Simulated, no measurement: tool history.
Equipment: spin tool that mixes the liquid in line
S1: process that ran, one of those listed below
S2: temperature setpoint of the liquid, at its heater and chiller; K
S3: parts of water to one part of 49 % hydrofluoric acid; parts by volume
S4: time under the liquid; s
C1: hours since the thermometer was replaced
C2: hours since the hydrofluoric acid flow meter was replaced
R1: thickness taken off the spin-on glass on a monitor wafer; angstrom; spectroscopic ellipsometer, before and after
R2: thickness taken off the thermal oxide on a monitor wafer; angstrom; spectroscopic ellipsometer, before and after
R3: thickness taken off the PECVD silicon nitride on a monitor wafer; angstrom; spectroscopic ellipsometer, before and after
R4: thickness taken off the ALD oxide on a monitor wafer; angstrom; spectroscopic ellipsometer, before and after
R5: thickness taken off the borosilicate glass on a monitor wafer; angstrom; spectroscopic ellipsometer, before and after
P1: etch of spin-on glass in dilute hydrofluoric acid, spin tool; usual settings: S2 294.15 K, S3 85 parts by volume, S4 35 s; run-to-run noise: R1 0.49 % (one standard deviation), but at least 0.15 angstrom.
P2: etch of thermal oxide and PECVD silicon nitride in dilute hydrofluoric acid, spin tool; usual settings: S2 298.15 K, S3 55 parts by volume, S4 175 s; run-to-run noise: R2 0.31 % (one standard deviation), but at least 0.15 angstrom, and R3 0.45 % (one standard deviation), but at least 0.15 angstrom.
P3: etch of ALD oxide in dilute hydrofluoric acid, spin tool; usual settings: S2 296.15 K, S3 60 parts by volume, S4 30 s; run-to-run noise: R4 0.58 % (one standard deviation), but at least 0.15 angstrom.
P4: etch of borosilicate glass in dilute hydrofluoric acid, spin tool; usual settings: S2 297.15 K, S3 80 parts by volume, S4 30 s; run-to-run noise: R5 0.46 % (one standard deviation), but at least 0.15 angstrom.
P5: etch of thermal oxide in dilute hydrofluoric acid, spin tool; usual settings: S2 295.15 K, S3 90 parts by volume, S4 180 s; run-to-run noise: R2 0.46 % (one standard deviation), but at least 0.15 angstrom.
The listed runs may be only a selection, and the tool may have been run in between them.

run,day,S1,S2,S3,S4,C1,C2,R1,R2,R3,R4,R5
1,0.438,P1,294.15,85,35,1423.2,156,246.34,,,,
2,1.1,P2,298.15,75,175,1439.1,171.9,,118.27,90.778,,
3,1.633,P1,290.15,85,35,1451.9,184.7,209,,,,
4,2.121,P2,294.15,55,175,1463.6,196.4,,141.36,94.396,,
5,2.679,P3,296.15,95,30,1477,209.8,,,,54.962,
6,3.258,P3,302.15,60,30,1490.9,223.7,,,,115.9,
7,3.646,P3,296.15,60,30,1500.2,233,,,,90.12,
8,4.088,P1,294.15,85,35,1510.8,243.6,245.02,,,,
9,4.488,P4,297.15,20,30,1520.4,253.2,,,,,573.87
10,5.179,P2,298.15,55,175,1537,269.8,,165.87,123.88,,
# day 5.379: hydrofluoric acid flow meter replaced
11,5.821,P2,298.15,55,175,1552.4,10.6,,167.68,122.99,,
12,6.212,P5,295.15,90,30,1561.8,20,,14.942,,,
13,6.612,P1,294.15,85,35,1571.4,29.6,246.49,,,,
14,6.933,P5,295.15,90,180,1579.1,37.3,,90.7,,,
15,7.467,P1,294.15,85,15,1591.9,50.1,106.2,,,,
16,7.858,P1,294.15,85,35,1601.3,59.5,246.13,,,,
17,8.212,P1,299.65,85,50,1609.8,68,438.97,,,,
18,8.654,P4,297.15,80,30,1620.4,78.6,,,,,133.44
19,9.092,P4,303.15,80,30,1630.9,89.1,,,,,166.78
20,9.583,P1,294.15,85,35,1642.7,100.9,245.27,,,,
21,9.95,P2,298.15,55,30,1651.5,109.7,,28.764,21.274,,
22,10.621,P5,295.15,145,180,1667.6,125.8,,52.656,,,
23,11.038,P1,294.15,85,60,1677.6,135.8,419.12,,,,
24,11.55,P1,302.15,85,35,1689.9,148.1,337.59,,,,
25,11.883,P5,300.65,90,180,1697.9,156.1,,112.46,,,
26,12.321,P1,294.15,85,35,1708.4,166.6,245.85,,,,
27,12.696,P1,294.15,20,35,1717.4,175.6,1143,,,,
28,13.025,P1,294.15,130,60,1725.3,183.5,261.59,,,,
29,13.688,P1,294.15,125,35,1741.2,199.4,159.13,,,,
30,14.254,P4,297.15,80,55,1754.8,213,,,,,244.9
31,14.596,P3,296.15,60,55,1763,221.2,,,,166.47,
32,15.071,P5,295.15,90,180,1774.4,232.6,,90.977,,,

The next listed run, before its measurement:
33,15.546,P1,294.15,85,35,1785.8,244,?,,,,

R1: 244.59 angstrom

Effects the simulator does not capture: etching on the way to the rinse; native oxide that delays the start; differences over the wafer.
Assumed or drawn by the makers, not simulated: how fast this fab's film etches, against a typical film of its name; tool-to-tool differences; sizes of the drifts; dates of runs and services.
